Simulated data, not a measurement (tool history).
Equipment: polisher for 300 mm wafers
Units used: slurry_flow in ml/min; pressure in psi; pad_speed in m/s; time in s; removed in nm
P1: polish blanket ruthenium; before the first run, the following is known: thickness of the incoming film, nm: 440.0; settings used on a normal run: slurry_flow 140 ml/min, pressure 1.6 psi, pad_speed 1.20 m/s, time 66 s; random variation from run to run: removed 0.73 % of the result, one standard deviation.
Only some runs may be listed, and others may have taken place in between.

run	hour	slurry_flow	pressure	pad_speed	time	wafers polished on this pad	hours since the slurry nozzle was cleaned	hours since the head pressure was calibrated	removed
1	1.9	140	1.6	1.20	66	109	78.3	154.6	68.110
2	4.8	140	0.9	1.20	66	134	81.2	157.5	38.319
3	7.6	140	1.6	1.20	66	157	84.0	160.3	68.873
4	9.9	140	1.6	0.66	102	177	86.3	162.6	58.411
5	12.0	140	1.6	1.52	66	195	88.4	164.7	86.763
6	15.9	140	1.6	1.20	66	227	92.3	168.6	67.728
7	18.4	140	1.6	1.20	33	249	94.8	171.1	34.201
8	21.2	140	1.6	1.20	66	272	97.6	173.9	68.893
9	25.4	140	2.1	1.20	33	308	101.8	178.1	44.686
10	29.6	140	1.6	1.20	66	343	106.0	182.3	68.342
11	31.7	220	1.6	1.20	66	361	108.1	184.4	73.259
12	34.7	140	1.6	1.20	97	386	111.1	187.4	101.100
13	38.0	140	2.5	1.20	66	414	114.4	190.7	107.730
14	41.8	140	1.6	1.20	66	446	118.2	194.5	69.188

Run 15 comes next. What will it give?
15	45.2	90	1.6	1.20	66	475	121.6	197.9	?

removed: 61.876 nm
